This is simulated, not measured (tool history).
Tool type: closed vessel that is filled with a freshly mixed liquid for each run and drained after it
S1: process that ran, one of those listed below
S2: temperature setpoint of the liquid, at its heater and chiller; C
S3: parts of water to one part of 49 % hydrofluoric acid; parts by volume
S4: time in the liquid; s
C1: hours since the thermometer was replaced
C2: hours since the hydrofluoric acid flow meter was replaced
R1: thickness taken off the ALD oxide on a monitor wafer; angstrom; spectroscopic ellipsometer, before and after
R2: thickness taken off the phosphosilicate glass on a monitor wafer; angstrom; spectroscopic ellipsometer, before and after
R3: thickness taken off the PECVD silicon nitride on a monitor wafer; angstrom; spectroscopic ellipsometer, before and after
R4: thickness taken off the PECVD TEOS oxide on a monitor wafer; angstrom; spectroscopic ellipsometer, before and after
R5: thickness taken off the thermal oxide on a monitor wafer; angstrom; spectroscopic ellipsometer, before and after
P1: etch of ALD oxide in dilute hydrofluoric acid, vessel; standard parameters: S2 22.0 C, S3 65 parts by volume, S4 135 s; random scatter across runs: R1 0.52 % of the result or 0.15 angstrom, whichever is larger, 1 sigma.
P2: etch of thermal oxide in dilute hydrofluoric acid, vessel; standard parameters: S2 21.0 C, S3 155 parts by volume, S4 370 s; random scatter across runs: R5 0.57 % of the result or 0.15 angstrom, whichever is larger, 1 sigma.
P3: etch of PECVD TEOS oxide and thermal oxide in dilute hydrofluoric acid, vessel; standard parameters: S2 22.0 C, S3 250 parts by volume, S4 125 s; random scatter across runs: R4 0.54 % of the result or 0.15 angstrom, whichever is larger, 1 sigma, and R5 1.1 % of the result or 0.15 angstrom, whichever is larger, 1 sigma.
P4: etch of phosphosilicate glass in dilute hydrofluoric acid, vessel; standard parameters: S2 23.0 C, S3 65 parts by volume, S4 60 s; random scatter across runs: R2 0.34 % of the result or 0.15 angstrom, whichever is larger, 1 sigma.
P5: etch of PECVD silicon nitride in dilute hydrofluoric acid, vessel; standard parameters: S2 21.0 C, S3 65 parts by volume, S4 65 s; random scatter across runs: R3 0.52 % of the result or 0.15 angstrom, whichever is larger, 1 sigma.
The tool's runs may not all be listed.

{"run": 1, "hour": 6.4, "S1": "P1", "S2": 22.0, "S3": 65, "S4": 135, "C1": 204.5, "C2": 443.9, "R1": 205.79}
{"run": 2, "hour": 10.5, "S1": "P4", "S2": 19.5, "S3": 65, "S4": 60, "C1": 208.6, "C2": 448.0, "R2": 760.12}
{"run": 3, "hour": 17.0, "S1": "P4", "S2": 23.0, "S3": 65, "S4": 30, "C1": 215.1, "C2": 454.5, "R2": 439.45}
{"run": 4, "hour": 21.2, "S1": "P1", "S2": 22.0, "S3": 65, "S4": 135, "C1": 219.3, "C2": 458.7, "R1": 204.89}
{"run": 5, "hour": 24.6, "S1": "P5", "S2": 21.0, "S3": 65, "S4": 65, "C1": 222.7, "C2": 462.1, "R3": 46.127}
{"run": 6, "hour": 31.8, "S1": "P4", "S2": 23.0, "S3": 65, "S4": 60, "C1": 229.9, "C2": 469.3, "R2": 883.23}
{"run": 7, "hour": 35.6, "S1": "P1", "S2": 22.0, "S3": 65, "S4": 135, "C1": 233.7, "C2": 473.1, "R1": 205.81}
{"run": 8, "hour": 40.6, "S1": "P3", "S2": 22.0, "S3": 250, "S4": 125, "C1": 238.7, "C2": 478.1, "R4": 76.376, "R5": 19.353}
{"run": 9, "hour": 46.6, "S1": "P1", "S2": 17.0, "S3": 65, "S4": 135, "C1": 244.7, "C2": 484.1, "R1": 165.46}
{"run": 10, "hour": 53.3, "S1": "P1", "S2": 22.0, "S3": 65, "S4": 40, "C1": 251.4, "C2": 490.8, "R1": 60.655}
{"run": 11, "hour": 57.1, "S1": "P1", "S2": 17.0, "S3": 35, "S4": 135, "C1": 255.2, "C2": 494.6, "R1": 320.67}
{"run": 12, "hour": 61.5, "S1": "P2", "S2": 21.0, "S3": 25, "S4": 370, "C1": 259.6, "C2": 499.0, "R5": 637.96}
{"run": 13, "hour": 67.6, "S1": "P5", "S2": 21.0, "S3": 65, "S4": 125, "C1": 265.7, "C2": 505.1, "R3": 88.162}
{"run": 14, "hour": 72.3, "S1": "P5", "S2": 21.0, "S3": 115, "S4": 65, "C1": 270.4, "C2": 509.8, "R3": 26.242}
{"run": 15, "hour": 78.5, "S1": "P3", "S2": 22.0, "S3": 250, "S4": 35, "C1": 276.6, "C2": 516.0, "R4": 21.76, "R5": 5.6359}
{"run": 16, "hour": 84.0, "S1": "P5", "S2": 21.0, "S3": 65, "S4": 65, "C1": 282.1, "C2": 521.5, "R3": 46.094}
{"run": 17, "hour": 89.9, "S1": "P2", "S2": 21.0, "S3": 155, "S4": 370, "C1": 288.0, "C2": 527.4, "R5": 88.253}
{"run": 18, "hour": 94.3, "S1": "P1", "S2": 22.0, "S3": 65, "S4": 135, "C1": 292.4, "C2": 531.8, "R1": 206.55}
{"run": 19, "hour": 98.2, "S1": "P1", "S2": 28.0, "S3": 65, "S4": 135, "C1": 296.3, "C2": 535.7, "R1": 263.44}
{"run": 20, "hour": 102.5, "S1": "P2", "S2": 21.0, "S3": 155, "S4": 370, "C1": 300.6, "C2": 540.0, "R5": 88.025}
{"run": 21, "hour": 105.9, "S1": "P3", "S2": 17.0, "S3": 250, "S4": 125, "C1": 304.0, "C2": 543.4, "R4": 64.368, "R5": 15.901}
{"run": 22, "hour": 109.7, "S1": "P3", "S2": 22.0, "S3": 435, "S4": 125, "C1": 307.8, "C2": 547.2, "R4": 37.498, "R5": 9.4877}
{"run": 23, "hour": 114.8, "S1": "P2", "S2": 17.0, "S3": 155, "S4": 370, "C1": 312.9, "C2": 552.3, "R5": 75.156}
{"run": 24, "hour": 121.5, "S1": "P1", "S2": 22.0, "S3": 65, "S4": 135, "C1": 319.6, "C2": 559.0, "R1": 202.94}
{"hour": 122.9, "done": "hydrofluoric acid flow meter replaced"}
{"run": 25, "hour": 127.9, "S1": "P1", "S2": 22.0, "S3": 105, "S4": 135, "C1": 326.0, "C2": 5.1, "R1": 121.76}
{"run": 26, "hour": 133.9, "S1": "P2", "S2": 21.0, "S3": 155, "S4": 65, "C1": 332.0, "C2": 11.1, "R5": 15.499}
{"run": 27, "hour": 140.5, "S1": "P4", "S2": 23.0, "S3": 95, "S4": 60, "C1": 338.6, "C2": 17.7, "R2": 578.46}
{"run": 28, "hour": 147.5, "S1": "P1", "S2": 22.0, "S3": 65, "S4": 195, "C1": 345.6, "C2": 24.7, "R1": 295.73}
{"run": 29, "hour": 150.9, "S1": "P1", "S2": 22.0, "S3": 20, "S4": 135, "C1": 349.0, "C2": 28.1, "R1": 699.08}
{"run": 30, "hour": 157.5, "S1": "P5", "S2": 17.0, "S3": 65, "S4": 65, "C1": 355.6, "C2": 34.7, "R3": 35.242}
{"run": 31, "hour": 164.0, "S1": "P1", "S2": 22.0, "S3": 65, "S4": 135, "C1": 362.1, "C2": 41.2, "R1": 204.97}
{"run": 32, "hour": 168.2, "S1": "P1", "S2": 22.0, "S3": 65, "S4": 135, "C1": 366.3, "C2": 45.4, "R1": 210.0}
{"run": 33, "hour": 174.6, "S1": "P1", "S2": 22.0, "S3": 65, "S4": 135, "C1": 372.7, "C2": 51.8, "R1": 213.51}
{"run": 34, "hour": 180.9, "S1": "P1", "S2": 22.0, "S3": 65, "S4": 135, "C1": 379.0, "C2": 58.1, "R1": 217.19}
{"run": 35, "hour": 186.4, "S1": "P1", "S2": 22.0, "S3": 65, "S4": 135, "C1": 384.5, "C2": 63.6, "R1": 219.55}
{"run": 36, "hour": 190.3, "S1": "P1", "S2": 22.0, "S3": 65, "S4": 135, "C1": 388.4, "C2": 67.5, "R1": 220.63}
{"run": 37, "hour": 194.4, "S1": "P1", "S2": 22.0, "S3": 65, "S4": 135, "C1": 392.5, "C2": 71.6, "R1": 220.65}
{"run": 38, "hour": 199.8, "S1": "P1", "S2": 22.0, "S3": 65, "S4": 135, "C1": 397.9, "C2": 77.0, "R1": 220.53}
{"run": 39, "hour": 203.8, "S1": "P1", "S2": 22.0, "S3": 65, "S4": 135, "C1": 401.9, "C2": 81.0, "R1": 222.23}
{"run": 40, "hour": 210.7, "S1": "P1", "S2": 22.0, "S3": 65, "S4": 135, "C1": 408.8, "C2": 87.9, "R1": 219.69}

P1 no longer gives what it gave before; its output has crept away from where it was. The following 2 causes, each at its listed size, fit the log equally well:
A: hydrofluoric acid flow above the setpoint (%) = 7.25
B: liquid hotter than its thermometer reads (K) = 1.84
The onset of the drift is placed at about hour 164.0.

Question marks stand in for the results of the 4 check runs listed below, each run on one wafer. Under which run would the listed causes show clearly different results?
{"run": "check 1", "hour": 217.6, "S1": "P2", "S2": 21.0, "S3": 35, "S4": 370, "R5": "?"}
{"run": "check 2", "hour": 217.6, "S1": "P5", "S2": 17.0, "S3": 65, "S4": 115, "R3": "?"}
{"run": "check 3", "hour": 217.6, "S1": "P3", "S2": 17.0, "S3": 250, "S4": 40, "R4": "?", "R5": "?"}
{"run": "check 4", "hour": 217.6, "S1": "P4", "S2": 23.0, "S3": 85, "S4": 30, "R2": "?"}

If the cause were each of the candidates in turn, the checks would give the following:
check=check_1 result=R5 if_A=482.5600 if_B=484.8900
check=check_2 result=R3 if_A=66.268 if_B=70.456
check=check_3 result=R4 if_A=22.180 if_B=21.869
check=check_3 result=R5 if_A=5.6045 if_B=5.5260
check=check_4 result=R2 if_A=355.51 if_B=354.31
Minimum pairwise separation of causes per check, each pair taken at its best-separating result: check 1 0.48 %; check 2 6.13 %; check 3 1.41 %; check 4 0.34 %
Only check 2 tells the causes apart: in the others they would give nearly the same result.

Here is what check 2 returned: R3 66.463 angstrom. Which cause is it?

The cause is A: hydrofluoric acid flow above the setpoint (%).
